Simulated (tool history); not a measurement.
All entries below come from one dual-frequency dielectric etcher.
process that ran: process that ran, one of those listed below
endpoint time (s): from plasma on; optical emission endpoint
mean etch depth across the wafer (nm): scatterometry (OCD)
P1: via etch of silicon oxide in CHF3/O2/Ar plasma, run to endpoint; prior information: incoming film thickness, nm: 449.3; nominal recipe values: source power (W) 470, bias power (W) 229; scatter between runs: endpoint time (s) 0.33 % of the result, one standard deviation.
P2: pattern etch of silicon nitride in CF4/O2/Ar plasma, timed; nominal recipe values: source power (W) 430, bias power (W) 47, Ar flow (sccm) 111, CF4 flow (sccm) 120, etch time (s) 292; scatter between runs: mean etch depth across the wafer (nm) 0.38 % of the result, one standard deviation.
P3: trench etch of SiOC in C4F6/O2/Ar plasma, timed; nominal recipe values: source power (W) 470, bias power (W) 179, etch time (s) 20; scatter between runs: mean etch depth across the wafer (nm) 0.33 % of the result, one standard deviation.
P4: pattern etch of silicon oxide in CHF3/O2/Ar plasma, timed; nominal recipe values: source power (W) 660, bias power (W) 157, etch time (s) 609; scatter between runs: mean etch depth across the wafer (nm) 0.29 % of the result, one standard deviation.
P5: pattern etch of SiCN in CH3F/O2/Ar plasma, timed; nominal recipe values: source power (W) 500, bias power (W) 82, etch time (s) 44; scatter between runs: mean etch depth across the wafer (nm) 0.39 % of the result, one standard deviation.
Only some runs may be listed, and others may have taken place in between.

run,day,process that ran,source power (W),bias power (W),etch time (s),Ar flow (sccm),CF4 flow (sccm),hours since the last wet clean,hours since the last source power generator calibration,hours since the last bias power generator calibration,endpoint time (s),mean etch depth across the wafer (nm)
1,0.221,P1,470,229,,,,168.6,2446.2,1880.3,226.17,
2,0.383,P3,470,179,20,,,172.5,2450.1,1884.2,,44.172
3,0.667,P2,430,59,292,111,120,179.3,2456.9,1891,,526.24
4,1.021,P2,430,47,194,111,120,187.8,2465.4,1899.5,,324.96
5,1.179,P3,470,179,20,,,191.6,2469.2,1903.3,,44.145
6,1.488,P1,470,229,,,,199,2476.6,1910.7,226.03,
# day 1.704: source power generator calibrated
7,1.812,P3,470,179,11,,,206.8,2.6,1918.5,,24.212
8,2.1,P5,500,58,44,,,213.7,9.5,1925.4,,16.913
9,2.267,P2,430,47,292,86,120,217.7,13.5,1929.4,,493.8
10,2.429,P2,550,47,292,111,120,221.6,17.4,1933.3,,599.19
11,2.712,P5,340,82,44,,,228.4,24.2,1940.1,,16.439
12,2.9,P3,300,179,20,,,232.9,28.7,1944.6,,37.019
13,3.179,P1,670,229,,,,239.6,35.4,1951.3,197.44,
14,3.496,P5,500,82,34,,,247.2,43,1958.9,,14.714
15,3.696,P2,430,47,292,111,77,252,47.8,1963.7,,455.8
16,3.921,P1,470,229,,,,257.4,53.2,1969.1,225.47,
17,4.171,P3,470,216,20,,,263.4,59.2,1975.1,,46.775
18,4.521,P5,500,82,44,,,271.8,67.6,1983.5,,18.994
19,4.775,P4,660,157,609,,,277.9,73.7,1989.6,,1181.8
20,5.033,P4,510,157,609,,,284.1,79.9,1995.8,,1066.9
# day 5.142: wet clean of the chamber
21,5.271,P1,470,229,,,,3.2,85.6,2001.5,225.65,
22,5.525,P4,660,157,408.5,,,9.3,91.7,2007.6,,791.89
23,5.875,P2,430,47,292,111,120,17.7,100.1,2016,,485.99
24,6.125,P1,580,162,,,,23.7,106.1,2022,235.28,
25,6.421,P1,470,163,,,,30.8,113.2,2029.1,252.35,
26,6.7,P1,650,186,,,,37.5,119.9,2035.8,214.8,
27,7.042,P1,470,318,,,,45.7,128.1,2044,200.2,
28,7.304,P1,470,229,,,,52,134.4,2050.3,226.86,
29,7.583,P2,430,47,292,111,120,58.7,141.1,2057,,482.76
30,7.758,P1,350,229,,,,62.9,145.3,2061.2,252.23,
31,7.992,P1,600,282,,,,68.5,150.9,2066.8,191.33,
32,8.225,P4,660,103,609,,,74.1,156.5,2072.4,,1039.8
33,8.567,P1,470,229,,,,82.3,164.7,2080.6,225.22,
34,8.888,P1,470,229,,,,90,172.4,2088.3,225.58,
35,9.108,P1,470,229,,,,95.3,177.7,2093.6,224.56,
36,9.35,P1,470,229,,,,101.1,183.5,2099.4,223.8,
37,9.708,P1,470,229,,,,109.7,192.1,2108,221.9,
# day 9.812: wet clean of the chamber
38,9.929,P1,470,229,,,,2.9,197.4,2113.3,223.06,
39,10.146,P1,470,229,,,,8.1,202.6,2118.5,222.93,
40,10.4,P1,470,229,,,,14.2,208.7,2124.6,222.12,
41,10.646,P1,470,229,,,,20.1,214.6,2130.5,222.6,
42,10.983,P1,470,229,,,,28.2,222.7,2138.6,223.57,

What P1 gives has crept off from where it sat before. The 2 causes that follow fit the log equally well, each at the size noted:
A: bias power that arrives over what is set, % = 4.7
B: source power that arrives over what is set, % = 4.48
The onset of the drift is placed at about day 8.567.
The rest of the possible causes, and what rules out each one:
chamber walls in a state that raises the etch rate, %: its service at day 9.812 followed the start of the drift and did not put the process back to its old value

Below are 4 check runs, each averaged over 2 wafers, with their results shown as question marks. Which of them would give clearly different results depending on which cause is behind the drift?
check 1,11.321,P4,660,157,609,,,,,,,?
check 2,11.321,P5,500,82,44,,,,,,,?
check 3,11.321,P3,470,179,20,,,,,,,?
check 4,11.321,P2,430,47,292,111,120,,,,,?

If the cause were each of the candidates in turn, the checks would give the following:
check,result,if A,if B
check 1,mean etch depth across the wafer (nm),1201.2,1203.6
check 2,mean etch depth across the wafer (nm),19.318,19.317
check 3,mean etch depth across the wafer (nm),44.749,44.87
check 4,mean etch depth across the wafer (nm),492.78,503.34
How far apart the two closest causes lie, in the result that separates them most: check 1 0.2 %; check 2 0.01 %; check 3 0.27 %; check 4 2.12 %
The other checks would show nearly matching results whichever cause is true, so check 4 is the only one that separates the causes.

With check 4 done, the readings were: mean etch depth across the wafer (nm) 504.91. Identify which of the listed causes applies.

It is B: source power that arrives over what is set, %.
